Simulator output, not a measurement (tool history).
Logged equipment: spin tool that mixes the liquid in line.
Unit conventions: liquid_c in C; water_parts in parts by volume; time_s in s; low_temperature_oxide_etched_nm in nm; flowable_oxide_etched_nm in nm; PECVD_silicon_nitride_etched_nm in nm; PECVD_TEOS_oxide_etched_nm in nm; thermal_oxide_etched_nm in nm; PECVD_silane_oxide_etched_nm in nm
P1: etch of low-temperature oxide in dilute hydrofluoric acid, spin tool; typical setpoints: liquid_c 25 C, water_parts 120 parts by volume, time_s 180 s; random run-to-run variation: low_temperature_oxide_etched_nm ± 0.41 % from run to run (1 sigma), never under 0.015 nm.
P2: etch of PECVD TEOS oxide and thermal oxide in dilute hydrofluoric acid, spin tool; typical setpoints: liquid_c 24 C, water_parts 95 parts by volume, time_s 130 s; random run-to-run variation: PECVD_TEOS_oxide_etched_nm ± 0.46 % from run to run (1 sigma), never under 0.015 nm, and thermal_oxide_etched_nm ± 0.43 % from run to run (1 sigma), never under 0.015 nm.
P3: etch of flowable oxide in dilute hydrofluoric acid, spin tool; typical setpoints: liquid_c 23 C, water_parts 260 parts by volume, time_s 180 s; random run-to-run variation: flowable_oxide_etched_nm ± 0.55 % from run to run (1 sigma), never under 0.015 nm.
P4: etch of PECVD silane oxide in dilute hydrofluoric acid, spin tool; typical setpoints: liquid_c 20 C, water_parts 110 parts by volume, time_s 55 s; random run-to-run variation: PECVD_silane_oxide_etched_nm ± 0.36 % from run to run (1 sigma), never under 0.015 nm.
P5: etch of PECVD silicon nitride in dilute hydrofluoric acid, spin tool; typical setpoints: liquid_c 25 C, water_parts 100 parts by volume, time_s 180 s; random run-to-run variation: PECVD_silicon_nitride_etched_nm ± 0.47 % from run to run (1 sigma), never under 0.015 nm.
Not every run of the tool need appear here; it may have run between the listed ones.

run,hour,process,liquid_c,water_parts,time_s,hours since the thermometer was replaced,hours since the hydrofluoric acid flow meter was replaced,low_temperature_oxide_etched_nm,flowable_oxide_etched_nm,PECVD_silicon_nitride_etched_nm,PECVD_TEOS_oxide_etched_nm,thermal_oxide_etched_nm,PECVD_silane_oxide_etched_nm
1,7.3,P1,25,120,180,313.3,503,27.241,,,,,
2,11.9,P3,23,50,180,317.9,507.6,,140.3,,,,
3,15.6,P1,25,120,180,321.6,511.3,27.19,,,,,
4,19.3,P5,25,40,180,325.3,515,,,15.647,,,
5,23.3,P2,24,95,60,329.3,519,,,,6.2585,3.2209,
6,30.6,P3,28,260,180,336.6,526.3,,25.397,,,,
7,35.3,P4,20,110,55,341.3,531,,,,,,11.39
8,41.6,P1,32,75,180,347.6,537.3,60.345,,,,,
9,48.4,P1,25,200,180,354.4,544.1,14.859,,,,,
10,54,P1,25,120,40,360,549.7,6.0531,,,,,
11,61.4,P1,25,55,180,367.4,557.1,63.909,,,,,
12,66.8,P1,25,120,180,372.8,562.5,27.191,,,,,
13,73.3,P4,20,200,55,379.3,569,,,,,,5.7361
14,80,P1,21,120,180,386,575.7,23.207,,,,,
15,87.2,P4,17,110,55,393.2,582.9,,,,,,10.09
16,93.2,P2,28.5,95,130,399.2,588.9,,,,16.168,8.3142,
17,99.1,P5,25,100,25,405.1,594.8,,,0.88376,,,
18,105.8,P1,28.5,120,30,411.8,601.5,5.1328,,,,,
19,110.4,P3,23,260,180,416.4,606.1,,21.702,,,,
20,115.5,P2,24,180,130,421.5,611.2,,,,6.5242,3.3589,

Run 21 has not been measured yet. What should we expect?
21,119.1,P5,25,100,180,425.1,614.8,,,?,,,

Run 21 produced PECVD_silicon_nitride_etched_nm 6.4147 nm.
